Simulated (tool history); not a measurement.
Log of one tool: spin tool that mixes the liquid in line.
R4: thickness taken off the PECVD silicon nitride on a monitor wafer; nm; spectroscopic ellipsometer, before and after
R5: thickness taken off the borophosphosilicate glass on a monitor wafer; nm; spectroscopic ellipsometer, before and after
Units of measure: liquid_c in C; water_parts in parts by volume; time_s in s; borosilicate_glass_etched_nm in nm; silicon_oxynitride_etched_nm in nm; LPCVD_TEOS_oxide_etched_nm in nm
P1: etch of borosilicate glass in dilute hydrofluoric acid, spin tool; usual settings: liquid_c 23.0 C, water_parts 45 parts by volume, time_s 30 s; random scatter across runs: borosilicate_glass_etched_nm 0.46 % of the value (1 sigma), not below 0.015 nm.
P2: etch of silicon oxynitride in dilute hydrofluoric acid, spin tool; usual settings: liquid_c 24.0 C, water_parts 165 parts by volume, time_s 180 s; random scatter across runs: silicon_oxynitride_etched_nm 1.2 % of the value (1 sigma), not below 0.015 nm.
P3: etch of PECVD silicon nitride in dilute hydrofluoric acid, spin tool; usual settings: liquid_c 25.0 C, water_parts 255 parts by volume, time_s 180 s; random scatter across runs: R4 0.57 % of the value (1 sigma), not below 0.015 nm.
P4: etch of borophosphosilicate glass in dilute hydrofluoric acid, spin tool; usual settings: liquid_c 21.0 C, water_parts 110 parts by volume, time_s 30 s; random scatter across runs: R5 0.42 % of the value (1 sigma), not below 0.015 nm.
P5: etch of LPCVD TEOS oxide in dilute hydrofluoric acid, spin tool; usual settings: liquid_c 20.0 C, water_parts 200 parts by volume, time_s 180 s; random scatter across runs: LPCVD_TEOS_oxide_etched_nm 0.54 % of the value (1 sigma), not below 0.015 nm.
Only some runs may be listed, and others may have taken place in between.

run 1 day=0.242 | process=P1 liquid_c=23.0 water_parts=45 time_s=30 | borosilicate_glass_etched_nm=40.362
run 2 day=0.583 | process=P2 liquid_c=24.0 water_parts=165 time_s=180 | silicon_oxynitride_etched_nm=1.9823
run 3 day=0.946 | process=P1 liquid_c=23.0 water_parts=45 time_s=30 | borosilicate_glass_etched_nm=40.543
run 4 day=1.129 | process=P5 liquid_c=20.0 water_parts=200 time_s=180 | LPCVD_TEOS_oxide_etched_nm=19.635
run 5 day=1.429 | process=P3 liquid_c=25.0 water_parts=255 time_s=180 | R4=4.2826
run 6 day=1.808 | process=P5 liquid_c=20.0 water_parts=55 time_s=180 | LPCVD_TEOS_oxide_etched_nm=83.819
run 7 day=2.183 | process=P1 liquid_c=17.5 water_parts=45 time_s=30 | borosilicate_glass_etched_nm=32.054
run 8 day=2.462 | process=P2 liquid_c=24.0 water_parts=165 time_s=15 | silicon_oxynitride_etched_nm=0.1608
run 9 day=2.804 | process=P1 liquid_c=28.5 water_parts=45 time_s=60 | borosilicate_glass_etched_nm=100.970
run 10 day=3.088 | process=P2 liquid_c=24.0 water_parts=165 time_s=180 | silicon_oxynitride_etched_nm=2.0165
run 11 day=3.462 | process=P1 liquid_c=23.0 water_parts=20 time_s=30 | borosilicate_glass_etched_nm=93.981
run 12 day=3.808 | process=P1 liquid_c=23.0 water_parts=45 time_s=55 | borosilicate_glass_etched_nm=74.299
run 13 day=4.083 | process=P4 liquid_c=21.0 water_parts=110 time_s=30 | R5=9.6003
run 14 day=4.400 | process=P4 liquid_c=21.0 water_parts=110 time_s=15 | R5=4.7770
run 15 day=4.596 | process=P1 liquid_c=23.0 water_parts=45 time_s=30 | borosilicate_glass_etched_nm=40.207
run 16 day=4.962 | process=P1 liquid_c=23.0 water_parts=45 time_s=15 | borosilicate_glass_etched_nm=20.216
run 17 day=5.238 | process=P5 liquid_c=20.0 water_parts=200 time_s=180 | LPCVD_TEOS_oxide_etched_nm=19.389
run 18 day=5.554 | process=P3 liquid_c=30.0 water_parts=255 time_s=180 | R4=5.7484
run 19 day=5.817 | process=P5 liquid_c=20.0 water_parts=200 time_s=360 | LPCVD_TEOS_oxide_etched_nm=39.321
run 20 day=5.996 | process=P4 liquid_c=27.0 water_parts=110 time_s=30 | R5=12.1620
run 21 day=6.258 | process=P1 liquid_c=23.0 water_parts=70 time_s=30 | borosilicate_glass_etched_nm=25.233

The next listed run, before its measurement:
run 22 day=6.471 | process=P1 liquid_c=23.0 water_parts=45 time_s=30 | borosilicate_glass_etched_nm=?

Run 22 gave borosilicate_glass_etched_nm 40.559 nm.

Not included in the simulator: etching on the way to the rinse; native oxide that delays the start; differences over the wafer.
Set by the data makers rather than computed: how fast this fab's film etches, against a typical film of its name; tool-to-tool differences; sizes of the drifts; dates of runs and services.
